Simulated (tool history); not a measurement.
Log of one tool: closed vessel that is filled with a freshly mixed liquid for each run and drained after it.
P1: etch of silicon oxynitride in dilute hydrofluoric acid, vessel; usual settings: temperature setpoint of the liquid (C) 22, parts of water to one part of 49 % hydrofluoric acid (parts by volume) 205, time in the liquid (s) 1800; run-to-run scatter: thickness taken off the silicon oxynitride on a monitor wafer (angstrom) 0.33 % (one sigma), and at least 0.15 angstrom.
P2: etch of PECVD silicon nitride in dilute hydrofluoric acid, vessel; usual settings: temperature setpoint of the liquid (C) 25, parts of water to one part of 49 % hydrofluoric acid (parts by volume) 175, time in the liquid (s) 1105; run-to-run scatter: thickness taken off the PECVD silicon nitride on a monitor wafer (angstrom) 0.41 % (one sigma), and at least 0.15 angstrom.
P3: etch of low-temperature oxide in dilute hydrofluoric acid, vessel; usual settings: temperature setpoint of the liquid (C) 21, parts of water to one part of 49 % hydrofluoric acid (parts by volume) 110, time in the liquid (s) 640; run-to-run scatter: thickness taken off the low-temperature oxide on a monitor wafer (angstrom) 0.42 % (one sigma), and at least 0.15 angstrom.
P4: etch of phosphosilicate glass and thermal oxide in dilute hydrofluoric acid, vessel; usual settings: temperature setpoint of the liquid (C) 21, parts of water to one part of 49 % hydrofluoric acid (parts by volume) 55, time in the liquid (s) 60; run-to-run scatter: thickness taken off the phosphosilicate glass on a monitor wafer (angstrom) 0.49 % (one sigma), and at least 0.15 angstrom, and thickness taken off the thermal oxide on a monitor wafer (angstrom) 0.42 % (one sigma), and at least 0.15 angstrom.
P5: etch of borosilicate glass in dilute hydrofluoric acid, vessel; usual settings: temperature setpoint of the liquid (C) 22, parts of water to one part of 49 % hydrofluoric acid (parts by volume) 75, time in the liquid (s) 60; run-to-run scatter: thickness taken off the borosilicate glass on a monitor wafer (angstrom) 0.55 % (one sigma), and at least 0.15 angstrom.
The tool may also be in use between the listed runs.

run	hour	process that ran	temperature setpoint of the liquid (C)	parts of water to one part of 49 % hydrofluoric acid (parts by volume)	time in the liquid (s)	hours since the thermometer was replaced	hours since the hydrofluoric acid flow meter was replaced	thickness taken off the silicon oxynitride on a monitor wafer (angstrom)	thickness taken off the low-temperature oxide on a monitor wafer (angstrom)	thickness taken off the PECVD silicon nitride on a monitor wafer (angstrom)	thickness taken off the borosilicate glass on a monitor wafer (angstrom)	thickness taken off the phosphosilicate glass on a monitor wafer (angstrom)	thickness taken off the thermal oxide on a monitor wafer (angstrom)
1	7.2	P1	22	205	1800	284	1103.2	104.04					
2	18.8	P3	21	110	250	295.6	1114.8		208.72				
3	32.7	P1	22	70	1800	309.5	1128.7	337.71					
4	45	P3	21	110	640	321.8	1141		533.75				
5	55.1	P1	28	205	775	331.9	1151.1	58.64					
6	68.9	P3	21	110	640	345.7	1164.9		537.2				
# hour 75.3: hydrofluoric acid flow meter replaced
7	76.6	P1	17	205	1800	353.4	1.4	82.896					
8	88.8	P1	22	205	1800	365.6	13.6	104.67					
9	97.1	P2	25	175	1105	373.9	21.9			117.85			
10	111.1	P1	22	205	1800	387.9	35.9	104.54					
11	121.7	P1	22	205	2985	398.5	46.5	173.05					
12	133.7	P5	30	75	60	410.5	58.5				403		
13	142.8	P1	22	205	975	419.6	67.6	56.295					
14	154.5	P1	30	205	1800	431.3	79.3	148.97					
15	165	P4	21	55	30	441.8	89.8					412.29	24.066
16	171.5	P2	30.5	175	1105	448.3	96.3			164.93			
17	184.3	P2	25	175	225	461.1	109.1			23.972			
18	196.4	P1	22	355	920	473.2	121.2	27.955					
19	203.6	P1	22	205	1800	480.4	128.4	105.27					
20	210.4	P5	22	75	85	487.2	135.2				411.41		
21	222.1	P2	25	65	1105	498.9	146.9			311.4			
22	232.4	P4	21	95	60	509.2	157.2					458.76	26.186
23	244.9	P5	22	75	60	521.7	169.7				290.38		
24	255.1	P1	18.5	205	1095	531.9	179.9	53.959					
25	264.2	P3	21	55	640	541	189		1131.9				
26	273.4	P5	22	75	60	550.2	198.2				288.53		
27	286.3	P3	27	110	640	563.1	211.1		675.93				
28	295.5	P4	21	55	60	572.3	220.3					825.53	48.178
29	309.2	P1	22	365	1800	586	234	52.407					
30	321.4	P5	22	120	60	598.2	246.2				170.5		
31	333.4	P4	28.5	55	60	610.2	258.2					1122.5	65.259
32	345.1	P2	25	175	1105	621.9	269.9			118.1			
33	353.9	P1	22	205	1800	630.7	278.7	103.88					
34	363.5	P1	22	205	1800	640.3	288.3	104.53					
35	371.7	P1	22	205	1800	648.5	296.5	105.27					
36	385.3	P1	22	205	1800	662.1	310.1	100.44					
37	398.5	P1	22	205	1800	675.3	323.3	97.447					
38	410.2	P1	22	205	1800	687	335	95.853					
39	419.4	P1	22	205	1800	696.2	344.2	95.592					
40	428	P1	22	205	1800	704.8	352.8	95.303					
41	437.1	P1	22	205	1800	713.9	361.9	95.009					
42	450.1	P1	22	205	1800	726.9	374.9	94.541					
43	462.7	P1	22	205	1800	739.5	387.5	94.287					
44	469.2	P1	22	205	1800	746	394	94.559					

What P1 gives has crept away from where it was. These 2 causes fit the log equally well, each at the size given:
A: hydrofluoric acid flow below the setpoint (%) = 8.47
B: liquid colder than its thermometer reads (K) = 2.22
The creep began at about hour 371.7.

4 check runs are offered, one wafer each, their results left as question marks. Which one tells the causes apart?
check 1	475.7	P2	25	175	1105					?			
check 2	475.7	P5	22	75	60						?		
check 3	475.7	P3	21	110	640				?				
check 4	475.7	P4	21	55	60							?	?

What each check would give under each cause:
check	result	if A	if B
check 1	thickness taken off the PECVD silicon nitride on a monitor wafer (angstrom)	107.79	102.13
check 2	thickness taken off the borosilicate glass on a monitor wafer (angstrom)	263.23	264.52
check 3	thickness taken off the low-temperature oxide on a monitor wafer (angstrom)	482.74	487.2
check 4	thickness taken off the phosphosilicate glass on a monitor wafer (angstrom)	750.97	751.48
check 4	thickness taken off the thermal oxide on a monitor wafer (angstrom)	43.599	43.628
How far apart the two closest causes lie, in the result that separates them most: check 1 5.39 %; check 2 0.49 %; check 3 0.92 %; check 4 0.07 %
Check 1 tells the causes apart: in the others they would give nearly the same result.

Then check 1 was run and gave: thickness taken off the PECVD silicon nitride on a monitor wafer (angstrom) 102.21. Which cause is it?

It is B: liquid colder than its thermometer reads (K).
